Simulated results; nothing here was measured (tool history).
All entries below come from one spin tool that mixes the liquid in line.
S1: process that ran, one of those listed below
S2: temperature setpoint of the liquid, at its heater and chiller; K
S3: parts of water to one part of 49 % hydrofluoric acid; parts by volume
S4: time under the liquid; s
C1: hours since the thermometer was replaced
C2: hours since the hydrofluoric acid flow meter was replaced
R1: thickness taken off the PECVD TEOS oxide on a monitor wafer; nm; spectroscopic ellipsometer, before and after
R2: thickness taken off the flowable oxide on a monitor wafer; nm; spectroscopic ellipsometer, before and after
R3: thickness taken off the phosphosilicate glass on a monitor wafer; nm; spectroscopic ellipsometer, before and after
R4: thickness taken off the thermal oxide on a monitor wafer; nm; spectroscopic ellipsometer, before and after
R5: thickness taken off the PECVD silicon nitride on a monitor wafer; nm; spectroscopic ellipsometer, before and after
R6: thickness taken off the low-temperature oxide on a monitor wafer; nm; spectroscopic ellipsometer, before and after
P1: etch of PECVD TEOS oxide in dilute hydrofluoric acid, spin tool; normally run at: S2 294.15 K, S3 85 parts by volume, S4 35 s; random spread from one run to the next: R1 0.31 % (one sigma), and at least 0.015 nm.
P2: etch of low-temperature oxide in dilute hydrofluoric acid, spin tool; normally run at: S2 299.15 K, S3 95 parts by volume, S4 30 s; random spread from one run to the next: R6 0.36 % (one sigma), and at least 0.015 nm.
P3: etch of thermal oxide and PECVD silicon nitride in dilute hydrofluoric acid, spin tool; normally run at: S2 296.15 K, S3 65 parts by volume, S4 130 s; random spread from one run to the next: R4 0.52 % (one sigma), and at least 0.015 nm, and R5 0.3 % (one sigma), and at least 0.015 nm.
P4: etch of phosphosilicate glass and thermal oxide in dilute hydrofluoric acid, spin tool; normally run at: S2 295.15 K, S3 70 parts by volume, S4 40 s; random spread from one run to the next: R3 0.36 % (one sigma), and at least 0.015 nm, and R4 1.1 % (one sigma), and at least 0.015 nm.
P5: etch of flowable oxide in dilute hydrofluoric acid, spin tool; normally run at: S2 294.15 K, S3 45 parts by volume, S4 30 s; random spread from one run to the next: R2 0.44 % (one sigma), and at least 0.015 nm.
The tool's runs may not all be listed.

run 1 hour=7.6 | S1=P1 S2=294.15 S3=85 S4=35 | C1=206.8 C2=180.3 | R1=7.4480
run 2 hour=14.0 | S1=P5 S2=294.15 S3=45 S4=30 | C1=213.2 C2=186.7 | R2=22.289
run 3 hour=25.6 | S1=P5 S2=294.15 S3=70 S4=30 | C1=224.8 C2=198.3 | R2=13.892
run 4 hour=36.9 | S1=P5 S2=294.15 S3=45 S4=30 | C1=236.1 C2=209.6 | R2=22.398
run 5 hour=46.2 | S1=P4 S2=295.15 S3=70 S4=40 | C1=245.4 C2=218.9 | R3=60.123 R4=2.48200
run 6 hour=52.0 | S1=P1 S2=294.15 S3=85 S4=60 | C1=251.2 C2=224.7 | R1=12.7760
run 7 hour=60.0 | S1=P3 S2=296.15 S3=65 S4=130 | C1=259.2 C2=232.7 | R4=9.36820 R5=10.3500
run 8 hour=69.9 | S1=P1 S2=294.15 S3=85 S4=35 | C1=269.1 C2=242.6 | R1=7.4880
run 9 hour=76.5 | S1=P4 S2=295.15 S3=20 S4=40 | C1=275.7 C2=249.2 | R3=225.390 R4=9.29940
run 10 hour=81.9 | S1=P1 S2=294.15 S3=30 S4=50 | C1=281.1 C2=254.6 | R1=32.3200
run 11 hour=93.4 | S1=P1 S2=290.15 S3=85 S4=35 | C1=292.6 C2=266.1 | R1=6.3184
run 12 hour=99.7 | S1=P3 S2=296.15 S3=65 S4=130 | C1=298.9 C2=272.4 | R4=9.26000 R5=10.3050
run 13 hour=110.5 | S1=P1 S2=299.15 S3=85 S4=35 | C1=309.7 C2=283.2 | R1=9.1731
run 14 hour=117.0 | S1=P1 S2=294.15 S3=145 S4=35 | C1=316.2 C2=289.7 | R1=4.0877
run 15 hour=125.2 | S1=P1 S2=294.15 S3=85 S4=15 | C1=324.4 C2=297.9 | R1=3.2361
run 16 hour=132.4 | S1=P2 S2=299.15 S3=95 S4=30 | C1=331.6 C2=305.1 | R6=9.9093
run 17 hour=143.5 | S1=P5 S2=294.15 S3=45 S4=60 | C1=342.7 C2=316.2 | R2=44.356
run 18 hour=154.3 | S1=P2 S2=294.15 S3=95 S4=30 | C1=353.5 C2=327.0 | R6=8.1777
run 19 hour=163.8 | S1=P5 S2=290.15 S3=45 S4=30 | C1=363.0 C2=336.5 | R2=18.834
run 20 hour=172.8 | S1=P1 S2=294.15 S3=85 S4=35 | C1=372.0 C2=345.5 | R1=7.5117
run 21 hour=179.6 | S1=P4 S2=301.65 S3=70 S4=40 | C1=378.8 C2=352.3 | R3=78.791 R4=3.10660
run 22 hour=188.9 | S1=P3 S2=290.15 S3=65 S4=130 | C1=388.1 C2=361.6 | R4=7.17370 R5=6.8000
run 23 hour=197.2 | S1=P3 S2=296.15 S3=110 S4=130 | C1=396.4 C2=369.9 | R4=5.20790 R5=6.1111
run 24 hour=205.1 | S1=P2 S2=299.15 S3=95 S4=15 | C1=404.3 C2=377.8 | R6=4.9519
run 25 hour=214.4 | S1=P2 S2=299.15 S3=35 S4=30 | C1=413.6 C2=387.1 | R6=29.3240
run 26 hour=221.2 | S1=P4 S2=295.15 S3=70 S4=15 | C1=420.4 C2=393.9 | R3=22.527 R4=0.91361
run 27 hour=231.0 | S1=P1 S2=294.15 S3=35 S4=35 | C1=430.2 C2=403.7 | R1=19.4200
run 28 hour=237.0 | S1=P1 S2=294.15 S3=85 S4=35 | C1=436.2 C2=409.7 | R1=7.4753
run 29 hour=248.4 | S1=P1 S2=294.15 S3=85 S4=35 | C1=447.6 C2=421.1 | R1=7.5290
run 30 hour=253.9 | S1=P3 S2=296.15 S3=65 S4=255 | C1=453.1 C2=426.6 | R4=18.16500 R5=20.2100
run 31 hour=259.3 | S1=P1 S2=294.15 S3=85 S4=35 | C1=458.5 C2=432.0 | R1=7.5067

What will run 32 give?
run 32 hour=270.1 | S1=P1 S2=294.15 S3=85 S4=35 | C1=469.3 C2=442.8 | R1=?

{"run 32": {"R1": 7.2832}}

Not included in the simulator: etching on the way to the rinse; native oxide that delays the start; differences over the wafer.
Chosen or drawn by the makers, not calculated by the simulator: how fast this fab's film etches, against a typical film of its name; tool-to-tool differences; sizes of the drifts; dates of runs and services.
